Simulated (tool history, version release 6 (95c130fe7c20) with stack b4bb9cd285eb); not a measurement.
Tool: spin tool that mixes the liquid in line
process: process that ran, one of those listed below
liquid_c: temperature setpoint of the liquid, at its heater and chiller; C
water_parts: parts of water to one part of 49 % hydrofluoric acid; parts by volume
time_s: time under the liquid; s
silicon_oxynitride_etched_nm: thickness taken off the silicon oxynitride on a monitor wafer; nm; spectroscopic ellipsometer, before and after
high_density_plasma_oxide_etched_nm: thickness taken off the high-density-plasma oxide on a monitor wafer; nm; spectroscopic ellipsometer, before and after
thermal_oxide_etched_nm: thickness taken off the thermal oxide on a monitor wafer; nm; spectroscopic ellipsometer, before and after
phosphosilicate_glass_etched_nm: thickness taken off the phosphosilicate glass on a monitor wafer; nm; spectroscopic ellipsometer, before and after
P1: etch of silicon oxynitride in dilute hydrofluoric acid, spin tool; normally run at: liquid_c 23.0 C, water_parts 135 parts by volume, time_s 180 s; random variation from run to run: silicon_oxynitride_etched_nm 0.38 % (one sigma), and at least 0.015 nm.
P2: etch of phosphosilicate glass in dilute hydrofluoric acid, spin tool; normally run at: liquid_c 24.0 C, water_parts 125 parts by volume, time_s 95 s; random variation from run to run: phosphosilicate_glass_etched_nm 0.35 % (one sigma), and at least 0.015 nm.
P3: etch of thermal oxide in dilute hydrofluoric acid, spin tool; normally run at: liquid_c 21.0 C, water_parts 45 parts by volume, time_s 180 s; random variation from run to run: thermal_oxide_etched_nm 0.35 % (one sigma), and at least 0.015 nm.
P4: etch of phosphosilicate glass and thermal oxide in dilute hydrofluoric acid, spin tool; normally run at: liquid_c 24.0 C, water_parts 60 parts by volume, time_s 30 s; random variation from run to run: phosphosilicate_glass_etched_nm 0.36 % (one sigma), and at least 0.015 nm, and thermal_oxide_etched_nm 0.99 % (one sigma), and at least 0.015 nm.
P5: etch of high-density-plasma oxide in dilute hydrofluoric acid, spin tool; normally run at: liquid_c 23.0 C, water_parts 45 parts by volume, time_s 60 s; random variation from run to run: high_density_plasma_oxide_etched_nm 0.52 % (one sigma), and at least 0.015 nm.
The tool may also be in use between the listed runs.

run    day  process  liquid_c  water_parts  time_s  hours since the thermometer was replaced  hours since the hydrofluoric acid flow meter was replaced  silicon_oxynitride_etched_nm  high_density_plasma_oxide_etched_nm  thermal_oxide_etched_nm  phosphosilicate_glass_etched_nm
  1  0.254       P1      23.0          135     180                                    1090.5                                                      211.4                        5.7986
  2  0.492       P5      23.0           45     120                                    1096.2                                                      217.1                                                            15.1530
  3  0.754       P1      17.0          135     180                                    1102.5                                                      223.4                        4.3397
  4  1.058       P3      21.0           45     180                                    1109.8                                                      230.7                                                                                     17.8490
  5  1.350       P1      23.0           20     180                                    1116.8                                                      237.7                       42.3510
  6  1.512       P1      23.0          190     100                                    1120.7                                                      241.6                        2.1962
  7  1.788       P2      24.0          125      95                                    1127.3                                                      248.2                                                                                                                       43.139
  8  2.017       P1      23.0          135      60                                    1132.8                                                      253.7                        1.8876
  9  2.317       P1      23.0          220     180                                    1140.0                                                      260.9                        3.2973
 10  2.604       P3      17.0           45     180                                    1146.9                                                      267.8                                                                                     15.1000
 11  2.912       P1      29.0          190     180                                    1154.3                                                      275.2                        5.0818
 12  3.083       P5      19.0           45      60                                    1158.4                                                      279.3                                                             6.4305
 13  3.258       P4      24.0           20      30                                    1162.6                                                      283.5                                                                                      8.2350                          175.990
 14  3.554       P1      23.0          135     180                                    1169.7                                                      290.6                        5.7904
 15  3.717       P1      23.0          135     180                                    1173.6                                                      294.5                        5.7405
 16  3.946       P1      29.5          135     180                                    1179.1                                                      300.0                        7.7818
 17  4.175       P3      21.0           25     180                                    1184.6                                                      305.5                                                                                     33.0070
 18  4.396       P2      24.0          215      95                                    1189.9                                                      310.8                                                                                                                       22.674
 19  4.621       P2      24.0          125     145                                    1195.3                                                      316.2                                                                                                                       65.861
 20  4.904       P3      21.0           45     180                                    1202.1                                                      323.0                                                                                     17.9020
 21  5.088       P5      23.0           45      60                                    1206.5                                                      327.4                                                             7.6978
 22  5.292       P1      23.0          135     180                                    1211.4                                                      332.3                        5.7721
 23  5.525       P1      23.0          135     265                                    1217.0                                                      337.9                        8.5636
 24  5.788       P4      29.0           60      30                                    1223.3                                                      344.2                                                                                      3.2676                           67.786
 25  5.950       P1      23.0          135     180                                    1227.2                                                      348.1                        5.7042
 26  6.212       P4      24.0           60      15                                    1233.5                                                      354.4                                                                                      1.3579                           27.961
 27  6.475       P2      28.0          125      95                                    1239.8                                                      360.7                                                                                                                       50.071
 28  6.750       P4      24.0           60      30                                    1246.4                                                      367.3                                                                                      2.5766                           55.584
 29  6.962       P1      19.0          235     180                                    1251.5                                                      372.4                        2.5869
 30  7.225       P5      23.0           20      60                                    1257.8                                                      378.7                                                            17.7930
 31  7.421       P2      24.0          125      95                                    1262.5                                                      383.4                                                                                                                       43.451
 32  7.567       P3      21.0           45     365                                    1266.0                                                      386.9                                                                                     36.1010
 33  7.825       P1      23.0          135     180                                    1272.2                                                      393.1                        5.7564
 34  7.979       P1      23.0          135     180                                    1275.9                                                      396.8                        5.9174
 35  8.146       P1      23.0          135     180                                    1279.9                                                      400.8                        6.1456
 36  8.458       P1      23.0          135     180                                    1287.4                                                      408.3                        6.3218
 37  8.604       P1      23.0          135     180                                    1290.9                                                      411.8                        6.3501
 38  8.796       P1      23.0          135     180                                    1295.5                                                      416.4                        6.3679
 39  9.008       P1      23.0          135     180                                    1300.6                                                      421.5                        6.3794
 40  9.200       P1      23.0          135     180                                    1305.2                                                      426.1                        6.4124
 41  9.450       P1      23.0          135     180                                    1311.2                                                      432.1                        6.5038
 42  9.604       P1      23.0          135     180                                    1314.9                                                      435.8                        6.4097

What P1 gives has crept away from where it was. These 2 causes fit the log equally well, each at the size given:
A: hydrofluoric acid flow above the setpoint (%) = 10.6
B: liquid hotter than its thermometer reads (K) = 2.41
The creep began at about day 7.825.

4 check runs are offered, one wafer each, their results left as question marks. Which one tells the causes apart?
check 1  9.758       P4      24.0           25      30                                                                                                                                                                                                ?                                ?
check 2  9.758       P3      21.0           45     285                                                                                                                                                                                                ?
check 3  9.758       P2      24.0          185      95                                                                                                                                                                                                                                 ?
check 4  9.758       P5      19.0           45      60                                                                                                                                                                       ?

What each check would give under each cause:
  check                               result     if A     if B
check 1              thermal_oxide_etched_nm   7.3012   7.2738
check 1      phosphosilicate_glass_etched_nm  155.050  154.470
check 2              thermal_oxide_etched_nm  31.4130  31.2550
check 3      phosphosilicate_glass_etched_nm   30.689   29.736
check 4  high_density_plasma_oxide_etched_nm   7.1670   7.1441
How far apart the two closest causes lie, in the result that separates them most: check 1 0.38 %; check 2 0.5 %; check 3 3.16 %; check 4 0.32 %
Check 3 tells the causes apart: in the others they would give nearly the same result.

Check 3 was then run and gave: phosphosilicate_glass_etched_nm 30.710 nm. Which cause is it?

It is A: hydrofluoric acid flow above the setpoint (%).
